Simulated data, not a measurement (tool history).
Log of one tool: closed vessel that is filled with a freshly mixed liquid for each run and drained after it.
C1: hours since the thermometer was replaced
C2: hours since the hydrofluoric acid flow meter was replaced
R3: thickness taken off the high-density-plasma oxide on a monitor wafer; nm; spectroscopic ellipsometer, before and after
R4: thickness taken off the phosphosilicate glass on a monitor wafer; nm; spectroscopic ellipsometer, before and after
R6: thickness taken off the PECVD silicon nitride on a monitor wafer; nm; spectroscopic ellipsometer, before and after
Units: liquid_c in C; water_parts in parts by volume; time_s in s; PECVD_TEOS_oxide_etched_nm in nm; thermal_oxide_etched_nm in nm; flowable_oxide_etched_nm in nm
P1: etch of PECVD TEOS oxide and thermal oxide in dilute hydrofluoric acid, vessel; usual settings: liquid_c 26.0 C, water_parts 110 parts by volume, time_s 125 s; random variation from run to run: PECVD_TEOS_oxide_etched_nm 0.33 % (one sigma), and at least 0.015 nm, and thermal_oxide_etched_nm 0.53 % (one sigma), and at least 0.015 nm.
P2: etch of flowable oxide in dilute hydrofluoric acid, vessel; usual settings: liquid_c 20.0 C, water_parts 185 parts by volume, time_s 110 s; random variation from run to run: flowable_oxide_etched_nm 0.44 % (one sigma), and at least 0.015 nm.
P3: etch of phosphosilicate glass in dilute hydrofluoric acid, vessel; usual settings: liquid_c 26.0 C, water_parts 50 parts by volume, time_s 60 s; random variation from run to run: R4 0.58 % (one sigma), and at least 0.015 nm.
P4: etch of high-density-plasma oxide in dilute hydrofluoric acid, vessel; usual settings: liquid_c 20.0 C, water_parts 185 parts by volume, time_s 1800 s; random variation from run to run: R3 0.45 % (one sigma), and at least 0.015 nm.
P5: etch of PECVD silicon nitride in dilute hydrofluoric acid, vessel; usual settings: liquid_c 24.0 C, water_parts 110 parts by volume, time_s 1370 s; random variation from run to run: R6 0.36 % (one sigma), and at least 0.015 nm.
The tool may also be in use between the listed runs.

run 1 day=0.142 | process=P1 liquid_c=26.0 water_parts=110 time_s=125 | C1=589.8 C2=72.9 | PECVD_TEOS_oxide_etched_nm=23.1920 thermal_oxide_etched_nm=5.5375
run 2 day=0.367 | process=P4 liquid_c=20.0 water_parts=185 time_s=1800 | C1=595.2 C2=78.3 | R3=41.371
run 3 day=0.521 | process=P3 liquid_c=26.0 water_parts=50 time_s=60 | C1=598.9 C2=82.0 | R4=252.14
run 4 day=0.700 | process=P2 liquid_c=20.0 water_parts=185 time_s=110 | C1=603.2 C2=86.3 | flowable_oxide_etched_nm=18.941
run 5 day=0.888 | process=P1 liquid_c=26.0 water_parts=110 time_s=125 | C1=607.7 C2=90.8 | PECVD_TEOS_oxide_etched_nm=23.3130 thermal_oxide_etched_nm=5.5122
run 6 day=1.088 | process=P1 liquid_c=26.0 water_parts=110 time_s=125 | C1=612.5 C2=95.6 | PECVD_TEOS_oxide_etched_nm=23.3900 thermal_oxide_etched_nm=5.5171
run 7 day=1.221 | process=P5 liquid_c=17.5 water_parts=110 time_s=1370 | C1=615.7 C2=98.8 | R6=30.278
run 8 day=1.408 | process=P4 liquid_c=20.0 water_parts=260 time_s=1800 | C1=620.2 C2=103.3 | R3=27.368
run 9 day=1.571 | process=P1 liquid_c=32.0 water_parts=110 time_s=125 | C1=624.1 C2=107.2 | PECVD_TEOS_oxide_etched_nm=28.9980 thermal_oxide_etched_nm=6.9778
run 10 day=1.775 | process=P5 liquid_c=24.0 water_parts=110 time_s=2625 | C1=629.0 C2=112.1 | R6=89.600
run 11 day=1.962 | process=P1 liquid_c=26.0 water_parts=110 time_s=30 | C1=633.5 C2=116.6 | PECVD_TEOS_oxide_etched_nm=5.6187 thermal_oxide_etched_nm=1.3379
run 12 day=2.138 | process=P1 liquid_c=26.0 water_parts=110 time_s=190 | C1=637.7 C2=120.8 | PECVD_TEOS_oxide_etched_nm=35.4280 thermal_oxide_etched_nm=8.4282
run 13 day=2.383 | process=P3 liquid_c=32.5 water_parts=50 time_s=60 | C1=643.6 C2=126.7 | R4=324.93
run 14 day=2.579 | process=P4 liquid_c=20.0 water_parts=185 time_s=475 | C1=648.3 C2=131.4 | R3=11.007
run 15 day=2.779 | process=P2 liquid_c=20.0 water_parts=185 time_s=210 | C1=653.1 C2=136.2 | flowable_oxide_etched_nm=36.589
run 16 day=2.958 | process=P5 liquid_c=24.0 water_parts=110 time_s=1370 | C1=657.4 C2=140.5 | R6=46.825
run 17 day=3.075 | process=P2 liquid_c=27.5 water_parts=185 time_s=110 | C1=660.2 C2=143.3 | flowable_oxide_etched_nm=24.982
run 18 day=3.192 | process=P3 liquid_c=26.0 water_parts=85 time_s=60 | C1=663.0 C2=146.1 | R4=141.64
run 19 day=3.346 | process=P1 liquid_c=19.0 water_parts=110 time_s=220 | C1=666.7 C2=149.8 | PECVD_TEOS_oxide_etched_nm=31.0280 thermal_oxide_etched_nm=7.3757
run 20 day=3.558 | process=P1 liquid_c=30.5 water_parts=110 time_s=240 | C1=671.8 C2=154.9 | PECVD_TEOS_oxide_etched_nm=52.8090 thermal_oxide_etched_nm=12.5870
-- day=3.675 hydrofluoric acid flow meter replaced
run 21 day=3.804 | process=P2 liquid_c=20.0 water_parts=35 time_s=110 | C1=677.7 C2=3.1 | flowable_oxide_etched_nm=119.430
run 22 day=4.008 | process=P4 liquid_c=27.0 water_parts=185 time_s=1800 | C1=682.6 C2=8.0 | R3=53.910
run 23 day=4.142 | process=P1 liquid_c=26.0 water_parts=110 time_s=125 | C1=685.8 C2=11.2 | PECVD_TEOS_oxide_etched_nm=23.3260 thermal_oxide_etched_nm=5.5295
run 24 day=4.308 | process=P1 liquid_c=26.0 water_parts=110 time_s=125 | C1=689.8 C2=15.2 | PECVD_TEOS_oxide_etched_nm=23.2590 thermal_oxide_etched_nm=5.6017
run 25 day=4.504 | process=P2 liquid_c=20.0 water_parts=185 time_s=110 | C1=694.5 C2=19.9 | flowable_oxide_etched_nm=18.980
run 26 day=4.658 | process=P3 liquid_c=26.0 water_parts=50 time_s=110 | C1=698.2 C2=23.6 | R4=459.03
run 27 day=4.829 | process=P1 liquid_c=26.0 water_parts=45 time_s=125 | C1=702.3 C2=27.7 | PECVD_TEOS_oxide_etched_nm=62.1020 thermal_oxide_etched_nm=14.8530
run 28 day=5.012 | process=P3 liquid_c=26.0 water_parts=50 time_s=60 | C1=706.7 C2=32.1 | R4=251.20
run 29 day=5.162 | process=P1 liquid_c=26.0 water_parts=180 time_s=125 | C1=710.3 C2=35.7 | PECVD_TEOS_oxide_etched_nm=13.1190 thermal_oxide_etched_nm=3.0831
run 30 day=5.329 | process=P1 liquid_c=17.5 water_parts=110 time_s=125 | C1=714.3 C2=39.7 | PECVD_TEOS_oxide_etched_nm=16.5350 thermal_oxide_etched_nm=3.9078
run 31 day=5.450 | process=P5 liquid_c=24.0 water_parts=35 time_s=1370 | C1=717.2 C2=42.6 | R6=145.070
run 32 day=5.588 | process=P1 liquid_c=31.0 water_parts=75 time_s=125 | C1=720.5 C2=45.9 | PECVD_TEOS_oxide_etched_nm=43.6330 thermal_oxide_etched_nm=10.3240
run 33 day=5.804 | process=P1 liquid_c=26.0 water_parts=110 time_s=125 | C1=725.7 C2=51.1 | PECVD_TEOS_oxide_etched_nm=23.3580 thermal_oxide_etched_nm=5.5311
run 34 day=6.017 | process=P1 liquid_c=26.0 water_parts=110 time_s=125 | C1=730.8 C2=56.2 | PECVD_TEOS_oxide_etched_nm=23.8960 thermal_oxide_etched_nm=5.6957
run 35 day=6.125 | process=P1 liquid_c=26.0 water_parts=110 time_s=125 | C1=733.4 C2=58.8 | PECVD_TEOS_oxide_etched_nm=24.0330 thermal_oxide_etched_nm=5.6692
run 36 day=6.358 | process=P1 liquid_c=26.0 water_parts=110 time_s=125 | C1=739.0 C2=64.4 | PECVD_TEOS_oxide_etched_nm=24.3210 thermal_oxide_etched_nm=5.7916
run 37 day=6.492 | process=P1 liquid_c=26.0 water_parts=110 time_s=125 | C1=742.2 C2=67.6 | PECVD_TEOS_oxide_etched_nm=24.4820 thermal_oxide_etched_nm=5.7255
run 38 day=6.717 | process=P1 liquid_c=26.0 water_parts=110 time_s=125 | C1=747.6 C2=73.0 | PECVD_TEOS_oxide_etched_nm=24.5320 thermal_oxide_etched_nm=5.8210
run 39 day=6.917 | process=P1 liquid_c=26.0 water_parts=110 time_s=125 | C1=752.4 C2=77.8 | PECVD_TEOS_oxide_etched_nm=24.4830 thermal_oxide_etched_nm=5.8911
run 40 day=7.112 | process=P1 liquid_c=26.0 water_parts=110 time_s=125 | C1=757.1 C2=82.5 | PECVD_TEOS_oxide_etched_nm=24.7050 thermal_oxide_etched_nm=5.8774
run 41 day=7.238 | process=P1 liquid_c=26.0 water_parts=110 time_s=125 | C1=760.1 C2=85.5 | PECVD_TEOS_oxide_etched_nm=24.7020 thermal_oxide_etched_nm=5.8756
run 42 day=7.346 | process=P1 liquid_c=26.0 water_parts=110 time_s=125 | C1=762.7 C2=88.1 | PECVD_TEOS_oxide_etched_nm=24.7460 thermal_oxide_etched_nm=5.8201
run 43 day=7.558 | process=P1 liquid_c=26.0 water_parts=110 time_s=125 | C1=767.8 C2=93.2 | PECVD_TEOS_oxide_etched_nm=24.7650 thermal_oxide_etched_nm=5.8619

What P1 gives has crept away from where it was. These 2 causes fit the log equally well, each at the size given:
A: liquid hotter than its thermometer reads (K) = 1.53
B: hydrofluoric acid flow above the setpoint (%) = 5.29
The creep began at about day 5.804.

4 check runs are offered, one wafer each, their results left as question marks. Which one tells the causes apart?
run check 1 day=7.771 | process=P3 liquid_c=26.0 water_parts=50 time_s=110 | R4=?
run check 2 day=7.771 | process=P4 liquid_c=20.0 water_parts=255 time_s=1800 | R3=?
run check 3 day=7.771 | process=P5 liquid_c=19.0 water_parts=110 time_s=2565 | R6=?
run check 4 day=7.771 | process=P2 liquid_c=20.0 water_parts=50 time_s=110 | flowable_oxide_etched_nm=?

What each check would give under each cause:
check=check_1 result=R4 if_A=490.16 if_B=486.94
check=check_2 result=R3 if_A=29.902 if_B=30.105
check=check_3 result=R6 if_A=69.787 if_B=66.134
check=check_4 result=flowable_oxide_etched_nm if_A=87.171 if_B=86.298
How far apart the two closest causes lie, in the result that separates them most: check 1 0.66 %; check 2 0.68 %; check 3 5.38 %; check 4 1.01 %
Only check 3 tells the causes apart: in the others they would give nearly the same result.

Check 3 was then run and gave: R6 70.125 nm. Which cause is it?

It is A: liquid hotter than its thermometer reads (K).

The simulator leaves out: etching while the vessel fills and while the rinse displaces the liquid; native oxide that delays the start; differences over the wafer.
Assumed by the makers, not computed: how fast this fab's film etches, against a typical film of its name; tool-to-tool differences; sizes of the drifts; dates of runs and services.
